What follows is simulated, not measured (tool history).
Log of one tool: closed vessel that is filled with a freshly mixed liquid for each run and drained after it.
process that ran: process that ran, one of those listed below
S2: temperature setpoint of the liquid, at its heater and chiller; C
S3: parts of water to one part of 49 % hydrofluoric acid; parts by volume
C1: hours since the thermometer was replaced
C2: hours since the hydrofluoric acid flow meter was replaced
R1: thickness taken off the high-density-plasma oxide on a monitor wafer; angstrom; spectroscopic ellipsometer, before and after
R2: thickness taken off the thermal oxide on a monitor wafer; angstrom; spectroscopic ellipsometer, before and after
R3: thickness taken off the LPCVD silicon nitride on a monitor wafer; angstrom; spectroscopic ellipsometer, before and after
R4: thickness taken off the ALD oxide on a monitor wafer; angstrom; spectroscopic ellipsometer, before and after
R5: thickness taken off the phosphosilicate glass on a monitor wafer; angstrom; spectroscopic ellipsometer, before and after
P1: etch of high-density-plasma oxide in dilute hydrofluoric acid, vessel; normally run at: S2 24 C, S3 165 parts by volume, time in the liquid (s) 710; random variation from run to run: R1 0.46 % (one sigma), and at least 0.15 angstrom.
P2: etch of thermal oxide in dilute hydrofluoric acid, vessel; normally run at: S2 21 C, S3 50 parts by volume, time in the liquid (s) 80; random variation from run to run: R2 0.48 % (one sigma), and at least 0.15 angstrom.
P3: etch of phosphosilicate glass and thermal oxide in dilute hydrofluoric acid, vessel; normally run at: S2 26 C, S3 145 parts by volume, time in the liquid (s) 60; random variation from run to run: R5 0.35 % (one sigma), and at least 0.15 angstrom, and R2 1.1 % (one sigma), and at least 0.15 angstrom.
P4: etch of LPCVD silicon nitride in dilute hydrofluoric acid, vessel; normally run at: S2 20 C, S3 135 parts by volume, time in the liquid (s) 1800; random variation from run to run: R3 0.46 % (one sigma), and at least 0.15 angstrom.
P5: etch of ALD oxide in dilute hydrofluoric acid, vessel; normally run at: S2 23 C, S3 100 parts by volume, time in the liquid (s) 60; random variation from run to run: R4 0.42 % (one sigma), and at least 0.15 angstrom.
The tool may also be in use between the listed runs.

Run 1, hour 11.3: process that ran P1, S2 24 C, S3 165 parts by volume, time in the liquid (s) 710; C1 457.7; C2 388.2. Result: R1 245.45 angstrom.
Run 2, hour 19.2: process that ran P1, S2 24 C, S3 165 parts by volume, time in the liquid (s) 710; C1 465.6; C2 396.1. Result: R1 247.64 angstrom.
Run 3, hour 26.3: process that ran P2, S2 21 C, S3 50 parts by volume, time in the liquid (s) 80; C1 472.7; C2 403.2. Result: R2 68.183 angstrom.
Run 4, hour 38.8: process that ran P1, S2 30 C, S3 165 parts by volume, time in the liquid (s) 710; C1 485.2; C2 415.7. Result: R1 308.68 angstrom.
Run 5, hour 51.9: process that ran P4, S2 20 C, S3 135 parts by volume, time in the liquid (s) 550; C1 498.3; C2 428.8. Result: R3 13.815 angstrom.
Run 6, hour 62.8: process that ran P4, S2 20 C, S3 80 parts by volume, time in the liquid (s) 1800; C1 509.2; C2 439.7. Result: R3 76.385 angstrom.
Run 7, hour 74.4: process that ran P5, S2 30.5 C, S3 100 parts by volume, time in the liquid (s) 60; C1 520.8; C2 451.3. Result: R4 248.85 angstrom.
Run 8, hour 85.4: process that ran P1, S2 24 C, S3 165 parts by volume, time in the liquid (s) 710; C1 531.8; C2 462.3. Result: R1 247.42 angstrom.
Run 9, hour 92.1: process that ran P1, S2 24 C, S3 165 parts by volume, time in the liquid (s) 710; C1 538.5; C2 469. Result: R1 245.44 angstrom.
Run 10, hour 97.8: process that ran P3, S2 26 C, S3 145 parts by volume, time in the liquid (s) 60; C1 544.2; C2 474.7. Result: R2 20.813 angstrom, R5 645.75 angstrom.
Run 11, hour 104.8: process that ran P3, S2 26 C, S3 145 parts by volume, time in the liquid (s) 60; C1 551.2; C2 481.7. Result: R2 21.089 angstrom, R5 647.6 angstrom.
Run 12, hour 111.6: process that ran P2, S2 21 C, S3 90 parts by volume, time in the liquid (s) 80; C1 558; C2 488.5. Result: R2 35.881 angstrom.
At hour 114.3: hydrofluoric acid flow meter replaced.
Run 13, hour 123.2: process that ran P1, S2 17 C, S3 290 parts by volume, time in the liquid (s) 710; C1 569.6; C2 9. Result: R1 95.174 angstrom.
Run 14, hour 129.4: process that ran P3, S2 26 C, S3 215 parts by volume, time in the liquid (s) 60; C1 575.8; C2 15.2. Result: R2 13.135 angstrom, R5 402.74 angstrom.
Run 15, hour 141.9: process that ran P3, S2 26 C, S3 145 parts by volume, time in the liquid (s) 30; C1 588.3; C2 27.7. Result: R2 10.362 angstrom, R5 323.48 angstrom.
Run 16, hour 148: process that ran P1, S2 24 C, S3 165 parts by volume, time in the liquid (s) 1290; C1 594.4; C2 33.8. Result: R1 449.6 angstrom.
Run 17, hour 155.2: process that ran P1, S2 24 C, S3 165 parts by volume, time in the liquid (s) 710; C1 601.6; C2 41. Result: R1 246.94 angstrom.
Run 18, hour 162.6: process that ran P2, S2 21 C, S3 50 parts by volume, time in the liquid (s) 80; C1 609; C2 48.4. Result: R2 68.144 angstrom.
Run 19, hour 175.5: process that ran P2, S2 17 C, S3 50 parts by volume, time in the liquid (s) 80; C1 621.9; C2 61.3. Result: R2 56.868 angstrom.
Run 20, hour 185.1: process that ran P1, S2 24 C, S3 280 parts by volume, time in the liquid (s) 360; C1 631.5; C2 70.9. Result: R1 65.273 angstrom.
Run 21, hour 195.1: process that ran P1, S2 24 C, S3 295 parts by volume, time in the liquid (s) 710; C1 641.5; C2 80.9. Result: R1 120.23 angstrom.
Run 22, hour 208: process that ran P1, S2 24 C, S3 95 parts by volume, time in the liquid (s) 410; C1 654.4; C2 93.8. Result: R1 266.14 angstrom.
Run 23, hour 214.9: process that ran P1, S2 24 C, S3 40 parts by volume, time in the liquid (s) 710; C1 661.3; C2 100.7. Result: R1 1181.3 angstrom.
Run 24, hour 226.2: process that ran P5, S2 23 C, S3 165 parts by volume, time in the liquid (s) 60; C1 672.6; C2 112. Result: R4 104.98 angstrom.
Run 25, hour 234.3: process that ran P4, S2 20 C, S3 135 parts by volume, time in the liquid (s) 1800; C1 680.7; C2 120.1. Result: R3 45.529 angstrom.
Run 26, hour 245.7: process that ran P5, S2 23 C, S3 100 parts by volume, time in the liquid (s) 120; C1 692.1; C2 131.5. Result: R4 373.11 angstrom.
Run 27, hour 256.9: process that ran P1, S2 24 C, S3 165 parts by volume, time in the liquid (s) 710; C1 703.3; C2 142.7. Result: R1 247.69 angstrom.
Run 28, hour 268.5: process that ran P1, S2 24 C, S3 165 parts by volume, time in the liquid (s) 710; C1 714.9; C2 154.3. Result: R1 245.7 angstrom.
Run 29, hour 278.7: process that ran P2, S2 21 C, S3 50 parts by volume, time in the liquid (s) 30; C1 725.1; C2 164.5. Result: R2 25.279 angstrom.
Run 30, hour 287.2: process that ran P3, S2 34 C, S3 145 parts by volume, time in the liquid (s) 60; C1 733.6; C2 173. Result: R2 27.92 angstrom, R5 864.82 angstrom.
Run 31, hour 295.6: process that ran P1, S2 24 C, S3 165 parts by volume, time in the liquid (s) 270; C1 742; C2 181.4. Result: R1 93.251 angstrom.
Run 32, hour 303.7: process that ran P4, S2 20 C, S3 135 parts by volume, time in the liquid (s) 1800; C1 750.1; C2 189.5. Result: R3 45.371 angstrom.
Run 33, hour 313: process that ran P4, S2 17 C, S3 135 parts by volume, time in the liquid (s) 1800; C1 759.4; C2 198.8. Result: R3 37.365 angstrom.
Run 34, hour 318.9: process that ran P5, S2 23 C, S3 100 parts by volume, time in the liquid (s) 60; C1 765.3; C2 204.7. Result: R4 186.01 angstrom.
Run 35, hour 329.2: process that ran P1, S2 20 C, S3 165 parts by volume, time in the liquid (s) 710; C1 775.6; C2 215. Result: R1 209.77 angstrom.
Run 36, hour 337.2: process that ran P1, S2 24 C, S3 165 parts by volume, time in the liquid (s) 710; C1 783.6; C2 223. Result: R1 245.42 angstrom.
Run 37, hour 349.3: process that ran P1, S2 24 C, S3 165 parts by volume, time in the liquid (s) 710; C1 795.7; C2 235.1. Result: R1 238.6 angstrom.
Run 38, hour 355: process that ran P1, S2 24 C, S3 165 parts by volume, time in the liquid (s) 710; C1 801.4; C2 240.8. Result: R1 236.26 angstrom.

Run 39 comes next. What will it give?
Run 39, hour 367.6: process that ran P1, S2 24 C, S3 165 parts by volume, time in the liquid (s) 710; C1 814; C2 253.4. Result: R1 ?.

R1: 232.19 angstrom

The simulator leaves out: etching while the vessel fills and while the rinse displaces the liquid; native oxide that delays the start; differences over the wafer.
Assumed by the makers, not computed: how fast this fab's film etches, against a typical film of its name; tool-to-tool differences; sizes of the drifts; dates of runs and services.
